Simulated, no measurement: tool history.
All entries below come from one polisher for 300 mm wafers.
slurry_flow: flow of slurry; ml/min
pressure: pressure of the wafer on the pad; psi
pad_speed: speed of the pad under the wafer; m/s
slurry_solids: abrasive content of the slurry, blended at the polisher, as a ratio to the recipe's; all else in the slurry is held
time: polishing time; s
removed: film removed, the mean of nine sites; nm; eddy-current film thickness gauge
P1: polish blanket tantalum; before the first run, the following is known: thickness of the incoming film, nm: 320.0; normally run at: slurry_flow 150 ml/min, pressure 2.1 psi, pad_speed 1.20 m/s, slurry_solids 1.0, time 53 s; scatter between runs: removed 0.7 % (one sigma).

run   hour  slurry_flow  pressure  pad_speed  slurry_solids  time  wafers polished on this pad  hours since the slurry nozzle was cleaned  hours since the head pressure was calibrated  hours since the slurry blender was calibrated  removed
  1   11.0          150       2.1       1.20            1.0    53                          463                                      150.2                                         601.3                                          274.0  103.840
  2   24.7          220       2.6       1.20            1.0    53                          597                                      163.9                                         615.0                                          287.7  136.230
  3   38.7          150       1.4       1.20            1.0    69                          734                                      177.9                                         629.0                                          301.7   89.068
  4   52.0          150       2.1       1.20            1.0    33                          864                                      191.2                                         642.3                                          315.0   64.344
  5   60.4           90       2.1       1.20            1.0    53                          946                                      199.6                                         650.7                                          323.4   92.426
  6   74.0          150       2.1       1.64            1.0    53                         1079                                      213.2                                         664.3                                          337.0  140.940
  7   82.2          150       2.1       1.20            0.7    53                         1160                                      221.4                                         672.5                                          345.2   91.832
  8   96.1          150       2.1       1.20            1.0    69                         1295                                      235.3                                         686.4                                          359.1  135.310
     101.7  -- slurry blender recalibrated
  9  105.3          150       2.1       1.20            1.0    53                         1385                                      244.5                                         695.6                                            3.7  103.410
 10  117.7          150       2.1       1.20            1.0    53                         1507                                      256.9                                         708.0                                           16.1  104.450
 11  126.3          150       2.1       1.20            1.0    53                         1591                                      265.5                                         716.6                                           24.7  104.120
 12  137.3          150       2.8       1.20            1.0    53                         1698                                      276.5                                         727.6                                           35.7  137.590
 13  148.3          150       1.5       1.20            1.0    53                         1806                                      287.5                                         738.6                                           46.7   74.498
 14  156.8          150       2.1       1.20            1.4    53                         1889                                      296.0                                         747.1                                           55.2  112.430
 15  165.8          205       2.1       1.20            1.0    53                         1977                                      305.0                                         756.1                                           64.2  109.620
 16  180.2          150       2.1       0.62            1.0    53                         2118                                      319.4                                         770.5                                           78.6   53.993
 17  189.4          150       2.1       1.20            1.0    53                         2208                                      328.6                                         779.7                                           87.8  103.250
 18  205.1          150       2.1       1.20            1.0    53                         2362                                      344.3                                         795.4                                          103.5  101.210
 19  219.4          150       2.1       1.20            1.0    53                         2501                                      358.6                                         809.7                                          117.8   97.583
 20  227.3          150       2.1       1.20            1.0    53                         2579                                      366.5                                         817.6                                          125.7   97.130
     227.9  -- worn pad replaced by a new one
 21  236.8          150       2.1       1.20            1.0    53                           87                                      376.0                                         827.1                                          135.2   94.691
     241.7  -- slurry blender recalibrated
 22  249.7          150       2.1       1.20            1.0    53                          213                                      388.9                                         840.0                                            8.0   94.955
 23  263.5          150       2.1       1.20            1.0    53                          348                                      402.7                                         853.8                                           21.8   94.355
 24  270.9          150       2.1       1.20            1.0    53                          421                                      410.1                                         861.2                                           29.2   95.276

The output of P1 has drifted from where it used to be. Each of the 2 causes below, taken at the size shown beside it, accounts for the log equally well:
A: head's pressure below its setpoint, % = 9.08
B: slurry flow missing at the pad, % = 35.9
The creep began at about hour 189.4.
All other causes, with the reason each is excluded:
removal rate lost through wear of the pad, %: serviced at hour 227.9, after the change had begun; the process did not return to its earlier output
abrasive missing from the slurry, %: serviced at hour 241.7, after the change had begun; the process did not return to its earlier output

4 check runs are offered, one wafer each, their results left as question marks. Which one tells the causes apart?
check 1  278.3          150       2.6       1.20           1.00    53                                                                                                                                                                             ?
check 2  278.3           90       2.1       1.20           1.00    53                                                                                                                                                                             ?
check 3  278.3          150       2.1       1.20           1.00    68                                                                                                                                                                             ?
check 4  278.3          150       2.1       1.20           0.75    53                                                                                                                                                                             ?

What every check run would give for each of its results, assuming each possible cause in turn:
  check   result     if A     if B
check 1  removed  117.000  116.980
check 2  removed   84.402   80.014
check 3  removed  121.250  121.230
check 4  removed   86.285   86.271
Gap, in per cent, between the two causes that each check separates least, read from the result that separates them most: check 1 0.02 %; check 2 5.34 %; check 3 0.02 %; check 4 0.02 %
Check 2 distinguishes between the causes, while the remaining checks would return nearly the same result for all of them.

Check 2 was carried out, with these results: removed 79.305 nm. Which of the listed causes is responsible?

It was cause B: slurry flow missing at the pad, %.
